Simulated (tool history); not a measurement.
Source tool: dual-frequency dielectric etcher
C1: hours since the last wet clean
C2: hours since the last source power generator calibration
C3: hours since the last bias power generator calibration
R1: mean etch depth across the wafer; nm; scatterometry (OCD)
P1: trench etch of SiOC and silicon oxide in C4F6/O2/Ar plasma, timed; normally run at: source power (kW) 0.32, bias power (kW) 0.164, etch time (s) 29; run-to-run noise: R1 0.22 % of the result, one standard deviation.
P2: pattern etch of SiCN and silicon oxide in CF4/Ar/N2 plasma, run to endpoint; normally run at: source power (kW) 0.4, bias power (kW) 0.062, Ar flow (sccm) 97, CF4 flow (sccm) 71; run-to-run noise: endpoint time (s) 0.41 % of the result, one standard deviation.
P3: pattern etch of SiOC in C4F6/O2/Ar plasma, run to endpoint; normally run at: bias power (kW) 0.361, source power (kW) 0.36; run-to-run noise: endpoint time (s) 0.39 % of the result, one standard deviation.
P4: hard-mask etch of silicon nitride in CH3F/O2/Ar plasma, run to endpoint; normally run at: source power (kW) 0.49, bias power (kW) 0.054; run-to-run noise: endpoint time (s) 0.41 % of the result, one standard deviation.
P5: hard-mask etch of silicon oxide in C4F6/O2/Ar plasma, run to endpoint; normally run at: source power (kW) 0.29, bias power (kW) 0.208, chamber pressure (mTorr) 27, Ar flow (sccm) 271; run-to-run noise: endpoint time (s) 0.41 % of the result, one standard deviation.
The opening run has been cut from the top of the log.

run 2 hour=32.2 | process_that_ran=P2 source_power_(kW)=0.4 bias_power_(kW)=0.062 Ar_flow_(sccm)=97 CF4_flow_(sccm)=71 | C1=349.4 C2=2327.7 C3=648.6 | endpoint_time_(s)=14.496
run 3 hour=44.7 | process_that_ran=P5 source_power_(kW)=0.29 bias_power_(kW)=0.208 Ar_flow_(sccm)=271 chamber_pressure_(mTorr)=27 | C1=361.9 C2=2340.2 C3=661.1 | endpoint_time_(s)=71.619
run 4 hour=55.7 | process_that_ran=P3 source_power_(kW)=0.24 bias_power_(kW)=0.361 | C1=372.9 C2=2351.2 C3=672.1 | endpoint_time_(s)=24.304
run 5 hour=63.5 | process_that_ran=P2 source_power_(kW)=0.4 bias_power_(kW)=0.036 Ar_flow_(sccm)=97 CF4_flow_(sccm)=71 | C1=380.7 C2=2359 C3=679.9 | endpoint_time_(s)=17.082
run 6 hour=71.9 | process_that_ran=P1 source_power_(kW)=0.32 bias_power_(kW)=0.164 etch_time_(s)=29 | C1=389.1 C2=2367.4 C3=688.3 | R1=51.094
run 7 hour=82 | process_that_ran=P4 source_power_(kW)=0.49 bias_power_(kW)=0.074 | C1=399.2 C2=2377.5 C3=698.4 | endpoint_time_(s)=38.86
run 8 hour=97.8 | process_that_ran=P1 source_power_(kW)=0.32 bias_power_(kW)=0.124 etch_time_(s)=29 | C1=415 C2=2393.3 C3=714.2 | R1=46.71
run 9 hour=108 | process_that_ran=P3 source_power_(kW)=0.36 bias_power_(kW)=0.361 | C1=425.2 C2=2403.5 C3=724.4 | endpoint_time_(s)=21.156
-- hour=111.6 bias power generator calibrated
run 10 hour=125.4 | process_that_ran=P1 source_power_(kW)=0.22 bias_power_(kW)=0.164 etch_time_(s)=29 | C1=442.6 C2=2420.9 C3=13.8 | R1=44.113
run 11 hour=142.5 | process_that_ran=P2 source_power_(kW)=0.4 bias_power_(kW)=0.062 Ar_flow_(sccm)=97 CF4_flow_(sccm)=56 | C1=459.7 C2=2438 C3=30.9 | endpoint_time_(s)=14.953
run 12 hour=155.8 | process_that_ran=P3 source_power_(kW)=0.36 bias_power_(kW)=0.225 | C1=473 C2=2451.3 C3=44.2 | endpoint_time_(s)=24.755
run 13 hour=172.9 | process_that_ran=P5 source_power_(kW)=0.29 bias_power_(kW)=0.266 Ar_flow_(sccm)=271 chamber_pressure_(mTorr)=27 | C1=490.1 C2=2468.4 C3=61.3 | endpoint_time_(s)=66.358
run 14 hour=181.1 | process_that_ran=P1 source_power_(kW)=0.32 bias_power_(kW)=0.164 etch_time_(s)=41 | C1=498.3 C2=2476.6 C3=69.5 | R1=71.882
run 15 hour=189.9 | process_that_ran=P1 source_power_(kW)=0.32 bias_power_(kW)=0.164 etch_time_(s)=29 | C1=507.1 C2=2485.4 C3=78.3 | R1=51.01
run 16 hour=199 | process_that_ran=P1 source_power_(kW)=0.32 bias_power_(kW)=0.164 etch_time_(s)=29 | C1=516.2 C2=2494.5 C3=87.4 | R1=51.037
run 17 hour=207.7 | process_that_ran=P1 source_power_(kW)=0.39 bias_power_(kW)=0.164 etch_time_(s)=29 | C1=524.9 C2=2503.2 C3=96.1 | R1=54.822
run 18 hour=215.9 | process_that_ran=P5 source_power_(kW)=0.4 bias_power_(kW)=0.208 Ar_flow_(sccm)=271 chamber_pressure_(mTorr)=27 | C1=533.1 C2=2511.4 C3=104.3 | endpoint_time_(s)=63.511

Run 19 has not been measured yet. What should we expect?
run 19 hour=224.3 | process_that_ran=P5 source_power_(kW)=0.29 bias_power_(kW)=0.208 Ar_flow_(sccm)=383 chamber_pressure_(mTorr)=27 | C1=541.5 C2=2519.8 C3=112.7 | endpoint_time_(s)=?

{"run 19": {"endpoint time (s)": 75.306}}
